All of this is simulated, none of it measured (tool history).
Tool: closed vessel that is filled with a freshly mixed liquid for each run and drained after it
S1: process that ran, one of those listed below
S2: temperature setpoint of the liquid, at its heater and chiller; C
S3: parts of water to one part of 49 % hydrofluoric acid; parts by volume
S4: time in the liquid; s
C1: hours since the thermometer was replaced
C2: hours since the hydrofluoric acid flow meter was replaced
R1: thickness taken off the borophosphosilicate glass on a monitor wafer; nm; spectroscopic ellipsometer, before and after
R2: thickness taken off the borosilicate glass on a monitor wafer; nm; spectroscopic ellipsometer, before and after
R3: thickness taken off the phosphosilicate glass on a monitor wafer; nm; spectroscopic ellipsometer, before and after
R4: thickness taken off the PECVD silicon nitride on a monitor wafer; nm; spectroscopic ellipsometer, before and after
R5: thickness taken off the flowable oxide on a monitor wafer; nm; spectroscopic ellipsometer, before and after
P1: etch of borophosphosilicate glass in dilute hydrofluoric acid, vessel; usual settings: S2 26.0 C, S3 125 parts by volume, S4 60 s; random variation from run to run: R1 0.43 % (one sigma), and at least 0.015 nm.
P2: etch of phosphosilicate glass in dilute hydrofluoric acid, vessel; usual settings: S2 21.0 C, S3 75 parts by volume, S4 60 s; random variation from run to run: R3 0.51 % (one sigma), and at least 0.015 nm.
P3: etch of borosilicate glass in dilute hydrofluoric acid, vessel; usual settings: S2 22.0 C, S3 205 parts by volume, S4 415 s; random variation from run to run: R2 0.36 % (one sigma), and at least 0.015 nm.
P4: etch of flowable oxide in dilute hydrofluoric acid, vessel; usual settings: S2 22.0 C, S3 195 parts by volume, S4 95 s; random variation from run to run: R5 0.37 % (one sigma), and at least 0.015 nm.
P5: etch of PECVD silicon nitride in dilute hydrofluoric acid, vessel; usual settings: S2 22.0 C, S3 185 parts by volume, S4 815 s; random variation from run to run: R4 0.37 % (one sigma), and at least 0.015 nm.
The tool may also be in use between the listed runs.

run	day	S1	S2	S3	S4	C1	C2	R1	R2	R3	R4	R5
1	0.762	P1	26.0	125	60	608.3	317.3	19.3240				
2	1.229	P1	26.0	125	60	619.5	328.5	19.2640				
3	1.625	P3	22.0	205	125	629.0	338.0		12.852			
4	2.158	P2	21.0	75	60	641.8	350.8			116.73		
5	2.850	P5	22.0	105	815	658.4	367.4				17.4150	
6	3.592	P5	22.0	185	815	676.2	385.2				10.1100	
7	4.150	P1	26.0	125	60	689.6	398.6	19.4050				
8	4.850	P3	22.0	130	415	706.4	415.4		71.882			
9	5.542	P1	26.0	225	60	723.0	432.0	9.5090				
10	6.142	P5	17.0	185	815	737.4	446.4				7.2061	
11	6.508	P1	26.0	30	60	746.2	455.2	91.4090				
12	6.879	P3	27.0	205	415	755.1	464.1		50.789			
13	7.633	P1	34.0	125	105	773.2	482.2	45.4530				
14	8.158	P4	22.0	195	95	785.8	494.8					11.424
15	8.488	P2	21.0	75	60	793.7	502.7			117.23		
16	9.079	P1	26.0	125	60	807.9	516.9	19.1700				
17	9.525	P4	22.0	40	95	818.6	527.6					66.685
18	10.050	P3	22.0	205	415	831.2	540.2		42.462			
19	10.679	P1	26.0	125	90	846.3	555.3	29.0500				
20	11.142	P1	19.5	125	60	857.4	566.4	15.0830				
21	11.758	P4	28.5	195	95	872.2	581.2					14.483
22	12.400	P2	21.0	130	60	887.6	596.6			63.79		
23	13.133	P1	26.0	125	30	905.2	614.2	9.6105				
24	13.567	P4	22.0	195	140	915.6	624.6					16.804
25	13.942	P5	22.0	185	815	924.6	633.6				9.9885	
26	14.600	P2	25.0	75	60	940.4	649.4			137.39		
27	14.988	P1	26.0	60	85	949.7	658.7	62.0030				
28	15.467	P5	22.0	185	1565	961.2	670.2				19.2890	
29	16.171	P2	21.0	75	115	978.1	687.1			224.36		
30	16.512	P1	30.0	125	60	986.3	695.3	22.6030				
31	16.958	P1	26.0	125	60	997.0	706.0	19.1790				
32	17.296	P1	26.0	125	60	1005.1	714.1	18.9430				
33	18.033	P1	26.0	125	60	1022.8	731.8	18.2340				
34	18.671	P1	26.0	125	60	1038.1	747.1	18.2320				
35	19.083	P1	26.0	125	60	1048.0	757.0	17.9560				
36	19.538	P1	26.0	125	60	1058.9	767.9	17.9500				
37	19.950	P1	26.0	125	60	1068.8	777.8	17.8590				
38	20.671	P1	26.0	125	60	1086.1	795.1	17.8340				
39	21.375	P1	26.0	125	60	1103.0	812.0	17.6150				
40	22.033	P1	26.0	125	60	1118.8	827.8	17.6110				
41	22.625	P1	26.0	125	60	1133.0	842.0	17.6260				
42	23.012	P1	26.0	125	60	1142.3	851.3	17.6430				

What P1 gives has crept away from where it was. These 2 causes fit the log equally well, each at the size given:
A: hydrofluoric acid flow below the setpoint (%) = 7.44
B: liquid colder than its thermometer reads (K) = 2.33
The creep began at about day 16.958.

4 check runs are offered, one wafer each, their results left as question marks. Which one tells the causes apart?
check 1	23.400	P5	22.0	185	1160						?	
check 2	23.400	P3	22.0	140	415				?			
check 3	23.400	P2	24.5	75	95					?		
check 4	23.400	P4	22.0	120	95							?

What each check would give under each cause:
check	result	if A	if B
check 1	R4	13.2040	12.2290
check 2	R2	60.901	60.725
check 3	R3	196.34	194.49
check 4	R5	18.421	18.320
How far apart the two closest causes lie, in the result that separates them most: check 1 7.67 %; check 2 0.29 %; check 3 0.95 %; check 4 0.55 %
Check 1 tells the causes apart: in the others they would give nearly the same result.

Then check 1 was run and gave: R4 13.1600 nm. Which cause is it?

It is A: hydrofluoric acid flow below the setpoint (%).

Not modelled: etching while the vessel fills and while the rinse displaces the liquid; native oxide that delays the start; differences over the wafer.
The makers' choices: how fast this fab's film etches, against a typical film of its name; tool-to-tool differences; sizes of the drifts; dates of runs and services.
